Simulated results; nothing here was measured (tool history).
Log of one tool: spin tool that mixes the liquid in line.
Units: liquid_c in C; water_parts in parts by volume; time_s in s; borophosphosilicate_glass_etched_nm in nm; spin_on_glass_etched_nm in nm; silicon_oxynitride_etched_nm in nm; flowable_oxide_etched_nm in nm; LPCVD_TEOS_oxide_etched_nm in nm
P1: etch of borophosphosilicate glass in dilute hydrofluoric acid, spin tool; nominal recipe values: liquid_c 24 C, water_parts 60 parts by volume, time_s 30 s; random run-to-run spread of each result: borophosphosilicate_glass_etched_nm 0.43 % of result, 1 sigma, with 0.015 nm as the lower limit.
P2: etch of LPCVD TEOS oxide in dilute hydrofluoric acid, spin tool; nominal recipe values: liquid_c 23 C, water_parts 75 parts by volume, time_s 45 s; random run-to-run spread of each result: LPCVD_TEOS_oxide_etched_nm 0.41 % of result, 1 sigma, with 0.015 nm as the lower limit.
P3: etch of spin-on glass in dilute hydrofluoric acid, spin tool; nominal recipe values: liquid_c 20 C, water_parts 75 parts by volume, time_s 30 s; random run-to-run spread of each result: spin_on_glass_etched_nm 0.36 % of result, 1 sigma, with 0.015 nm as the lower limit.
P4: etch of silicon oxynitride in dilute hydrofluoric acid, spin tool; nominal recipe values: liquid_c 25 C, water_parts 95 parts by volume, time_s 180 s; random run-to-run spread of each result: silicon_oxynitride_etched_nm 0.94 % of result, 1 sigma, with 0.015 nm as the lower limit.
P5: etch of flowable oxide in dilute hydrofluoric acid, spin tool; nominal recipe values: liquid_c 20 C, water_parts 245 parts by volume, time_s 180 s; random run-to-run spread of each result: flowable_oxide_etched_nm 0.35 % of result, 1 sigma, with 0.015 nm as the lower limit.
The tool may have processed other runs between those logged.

run    day  process  liquid_c  water_parts  time_s  borophosphosilicate_glass_etched_nm  spin_on_glass_etched_nm  silicon_oxynitride_etched_nm  flowable_oxide_etched_nm  LPCVD_TEOS_oxide_etched_nm
  1  0.146       P1        24           60      30                               41.266
  2  0.342       P3        24           75      30                                                        18.872
  3  0.533       P4        25           20     180                                                                                      14.107
  4  0.654       P4        19           95     180                                                                                      2.1192
  5  0.896       P1        24           35      30                               73.299
  6  1.112       P5        20          245     180                                                                                                                19.925
  7  1.229       P3        20           75      60                                                        31.771
  8  1.475       P2        23           20      45                                                                                                                                            122.53
  9  1.667       P1        24           60      30                               41.459
 10  1.858       P1        17           60      30                               31.116
 11   2.05       P5        20          445     180                                                                                                                9.2152
 12   2.25       P1        24           60      30                               41.374
 13  2.454       P1        24           60      30                               41.765
 14  2.579       P4        25           95      40                                                                                     0.61434
 15    2.8       P1        24           60      15                               20.786
 16  2.921       P1        24           60      60                                83.15
 17  3.125       P2        30           75      45                                                                                                                                             40.04
 18  3.296       P1        24           60      30                               41.752
 19  3.517       P4        25           95     180                                                                                      2.9051
 20  3.667       P1        30          100      30                               29.928
 21  3.904       P1        24           95      30                               24.982
 22  4.079       P3        20          130      30                                                        8.5751
 23  4.217       P5        20          245     295                                                                                                                 32.44
 24  4.454       P2        23           75      15                                                                                                                                            9.9723

Estimate the outcome of run 25 from the log above:
 25  4.704       P1      31.5           60      30                                    ?

borophosphosilicate_glass_etched_nm: 56.136 nm
